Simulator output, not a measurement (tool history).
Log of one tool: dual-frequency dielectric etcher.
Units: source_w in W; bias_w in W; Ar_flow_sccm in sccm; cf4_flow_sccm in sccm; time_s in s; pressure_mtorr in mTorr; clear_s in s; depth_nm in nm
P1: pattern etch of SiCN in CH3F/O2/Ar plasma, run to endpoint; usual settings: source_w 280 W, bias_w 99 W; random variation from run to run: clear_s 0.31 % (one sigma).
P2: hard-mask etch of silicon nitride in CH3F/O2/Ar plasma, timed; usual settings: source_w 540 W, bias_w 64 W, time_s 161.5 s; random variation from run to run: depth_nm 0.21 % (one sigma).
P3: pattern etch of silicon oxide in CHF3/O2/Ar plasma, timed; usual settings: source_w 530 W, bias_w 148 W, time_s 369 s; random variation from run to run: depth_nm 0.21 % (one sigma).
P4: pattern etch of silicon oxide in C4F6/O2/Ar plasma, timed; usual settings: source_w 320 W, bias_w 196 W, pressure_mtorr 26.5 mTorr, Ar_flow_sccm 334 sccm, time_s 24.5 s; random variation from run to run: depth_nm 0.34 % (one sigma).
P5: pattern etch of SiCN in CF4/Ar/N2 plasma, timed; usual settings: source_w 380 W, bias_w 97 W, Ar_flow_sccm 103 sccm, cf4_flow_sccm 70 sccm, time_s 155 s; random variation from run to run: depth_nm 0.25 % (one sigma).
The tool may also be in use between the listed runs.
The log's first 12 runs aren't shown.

run   hour  process  source_w  bias_w  Ar_flow_sccm  cf4_flow_sccm  time_s  pressure_mtorr  hours since the last wet clean  hours since the last source power generator calibration  hours since the last bias power generator calibration  clear_s  depth_nm
 13   82.9       P5       380      97           103             70     155                                           451.7                                                    903.4                                                 1066.4             124.59
 14   89.9       P5       380     125           103             70     155                                           458.7                                                    910.4                                                 1073.4             136.21
 15   99.1       P3       730     148                                  369                                           467.9                                                    919.6                                                 1082.6             729.55
 16  106.7       P2       540      64                                109.5                                           475.5                                                    927.2                                                 1090.2             82.234
 17  113.2       P1       280      64                                                                                  482                                                    933.7                                                 1096.7   23.043
 18    119       P1       280      99                                                                                487.8                                                    939.5                                                 1102.5   19.425
 19  126.4       P2       540      88                                161.5                                           495.2                                                    946.9                                                 1109.9             135.59
 20  130.6       P1       280     123                                                                                499.4                                                    951.1                                                 1114.1   18.021
 21  137.6       P4       320     196           334                   24.5            26.5                           506.4                                                    958.1                                                 1121.1             69.419
 22  146.4       P1       340     120                                                                                515.2                                                    966.9                                                 1129.9   16.936
 23  155.7       P5       380      97            66             70     155                                           524.5                                                    976.2                                                 1139.2             130.77
 24  161.5       P5       380      97           103             70     155                                           530.3                                                      982                                                   1145             123.72
 25  168.1       P3       530     112                                  369                                           536.9                                                    988.6                                                 1151.6             590.04
 26  176.3       P3       530     148                                542.5                                           545.1                                                    996.8                                                 1159.8             947.62
 27  181.3       P1       280      99                                                                                550.1                                                   1001.8                                                 1164.8   19.646
 28  188.3       P5       300      97           103             70     155                                           557.1                                                   1008.8                                                 1171.8             100.65
 29  192.7       P1       280      99                                                                                561.5                                                   1013.2                                                 1176.2   19.539
 30  198.2       P4       320     196           334                     35            26.5                             567                                                   1018.7                                                 1181.7             100.03
 31  203.5       P2       540      64                                161.5                                           572.3                                                     1024                                                   1187             121.47

The next listed run, before its measurement:
 32  209.6       P3       530     148                                  369                                           578.4                                                   1030.1                                                 1193.1                  ?

{"run 32": {"depth_nm": 646.42}}
